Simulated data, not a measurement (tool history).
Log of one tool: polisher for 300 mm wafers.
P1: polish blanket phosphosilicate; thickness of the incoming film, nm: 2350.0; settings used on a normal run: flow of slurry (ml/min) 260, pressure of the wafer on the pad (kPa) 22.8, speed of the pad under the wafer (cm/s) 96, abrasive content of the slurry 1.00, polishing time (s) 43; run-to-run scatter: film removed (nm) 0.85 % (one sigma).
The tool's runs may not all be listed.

| run | hour | flow of slurry (ml/min) | pressure of the wafer on the pad (kPa) | speed of the pad under the wafer (cm/s) | abrasive content of the slurry | polishing time (s) | wafers polished on this pad | hours since the slurry nozzle was cleaned | hours since the head pressure was calibrated | hours since the slurry blender was calibrated | hours since the conditioning disc was replaced | film removed (nm) |
|---|---|---|---|---|---|---|---|---|---|---|---|---|
| 1 | 2.7 | 260 | 22.8 | 96 | 1.00 | 43 | 123 | 432.5 | 810.4 | 122.2 | 110.5 | 314.03 |
| 2 | 6.6 | 260 | 35.9 | 96 | 1.00 | 43 | 181 | 436.4 | 814.3 | 126.1 | 114.4 | 498.88 |
| 3 | 10.0 | 260 | 22.8 | 96 | 0.55 | 43 | 230 | 439.8 | 817.7 | 129.5 | 117.8 | 228.80 |
|  | 13.2 | head pressure recalibrated |
| 4 | 14.1 | 260 | 14.5 | 96 | 1.00 | 43 | 290 | 443.9 | 0.9 | 133.6 | 121.9 | 202.25 |
| 5 | 18.7 | 360 | 22.8 | 96 | 1.00 | 43 | 358 | 448.5 | 5.5 | 138.2 | 126.5 | 324.40 |
| 6 | 21.5 | 260 | 22.8 | 96 | 1.00 | 20 | 399 | 451.3 | 8.3 | 141.0 | 129.3 | 147.12 |
| 7 | 23.8 | 260 | 22.8 | 96 | 1.00 | 43 | 432 | 453.6 | 10.6 | 143.3 | 131.6 | 314.12 |
| 8 | 27.9 | 260 | 22.8 | 48 | 1.00 | 43 | 492 | 457.7 | 14.7 | 147.4 | 135.7 | 182.59 |
| 9 | 30.0 | 260 | 22.8 | 96 | 1.00 | 43 | 523 | 459.8 | 16.8 | 149.5 | 137.8 | 315.09 |
| 10 | 33.2 | 260 | 22.8 | 96 | 1.00 | 56 | 570 | 463.0 | 20.0 | 152.7 | 141.0 | 413.80 |
| 11 | 35.4 | 260 | 22.8 | 146 | 1.00 | 43 | 602 | 465.2 | 22.2 | 154.9 | 143.2 | 443.30 |
| 12 | 39.7 | 260 | 22.8 | 96 | 1.35 | 43 | 665 | 469.5 | 26.5 | 159.2 | 147.5 | 356.39 |
| 13 | 43.7 | 260 | 22.8 | 96 | 1.00 | 43 | 724 | 473.5 | 30.5 | 163.2 | 151.5 | 312.07 |
| 14 | 48.1 | 155 | 22.8 | 96 | 1.00 | 43 | 788 | 477.9 | 34.9 | 167.6 | 155.9 | 290.42 |
| 15 | 50.4 | 260 | 22.8 | 96 | 1.00 | 43 | 822 | 480.2 | 37.2 | 169.9 | 158.2 | 314.97 |
| 16 | 53.6 | 400 | 22.8 | 96 | 1.25 | 43 | 869 | 483.4 | 40.4 | 173.1 | 161.4 | 356.29 |
| 17 | 56.3 | 260 | 22.8 | 96 | 1.00 | 43 | 908 | 486.1 | 43.1 | 175.8 | 164.1 | 317.22 |
| 18 | 59.7 | 260 | 22.8 | 96 | 1.00 | 43 | 958 | 489.5 | 46.5 | 179.2 | 167.5 | 295.17 |
| 19 | 64.1 | 260 | 22.8 | 96 | 1.00 | 43 | 1022 | 493.9 | 50.9 | 183.6 | 171.9 | 281.15 |
| 20 | 68.1 | 260 | 22.8 | 96 | 1.00 | 43 | 1081 | 497.9 | 54.9 | 187.6 | 175.9 | 276.22 |
|  | 68.7 | conditioning disc replaced and pad reconditioned |
|  | 71.2 | head pressure recalibrated |
| 21 | 72.0 | 260 | 22.8 | 96 | 1.00 | 43 | 1138 | 501.8 | 0.8 | 191.5 | 3.4 | 274.16 |
| 22 | 74.3 | 260 | 22.8 | 96 | 1.00 | 43 | 1172 | 504.1 | 3.1 | 193.8 | 5.7 | 270.74 |
| 23 | 78.1 | 260 | 22.8 | 96 | 1.00 | 43 | 1227 | 507.9 | 6.9 | 197.6 | 9.5 | 272.83 |

The output of P1 has drifted from where it used to be. Each of the 2 causes below, taken at the size shown beside it, accounts for the log equally well:
A: abrasive missing from the slurry, % = 25.6
B: removal rate lost through wear of the pad, % = 13.5
The process output started creeping at around hour 56.3.
Other possible causes, and why each is ruled out:
slurry flow missing at the pad, %: limited to 40, which would change film removed (nm) by -6.5 %, either short of the creep or opposite in sign
head's pressure below its setpoint, %: serviced after onset, at hour 71.2, with no recovery of the prior output
time polished since the conditioner stopped cutting, s: serviced after onset, at hour 68.7, with no recovery of the prior output

Below are 4 check runs, each averaged over 5 wafers, with their results shown as question marks. Which of them would give clearly different results depending on which cause is behind the drift?
| check 1 | 81.9 | 260 | 22.8 | 60 | 1.00 | 43 |  |  |  |  |  | ? |
| check 2 | 81.9 | 190 | 22.8 | 96 | 1.00 | 43 |  |  |  |  |  | ? |
| check 3 | 81.9 | 160 | 22.8 | 96 | 0.65 | 43 |  |  |  |  |  | ? |
| check 4 | 81.9 | 335 | 22.8 | 54 | 1.00 | 43 |  |  |  |  |  | ? |

How each check would come out, cause by cause:
| check | result | if A | if B |
|---|---|---|---|
| check 1 | film removed (nm) | 186.84 | 186.89 |
| check 2 | film removed (nm) | 262.12 | 262.19 |
| check 3 | film removed (nm) | 198.88 | 205.29 |
| check 4 | film removed (nm) | 175.74 | 175.79 |
Smallest distance between any two causes, each pair judged by its most separating result, in per cent: check 1 0.03 %; check 2 0.03 %; check 3 3.17 %; check 4 0.03 %
The causes can be told apart only by check 3. The other checks would give nearly the same results under each of them.

The results of check 3 are: film removed (nm) 204.61. Based on these, which of the listed causes is it?

The cause is B: removal rate lost through wear of the pad, %.

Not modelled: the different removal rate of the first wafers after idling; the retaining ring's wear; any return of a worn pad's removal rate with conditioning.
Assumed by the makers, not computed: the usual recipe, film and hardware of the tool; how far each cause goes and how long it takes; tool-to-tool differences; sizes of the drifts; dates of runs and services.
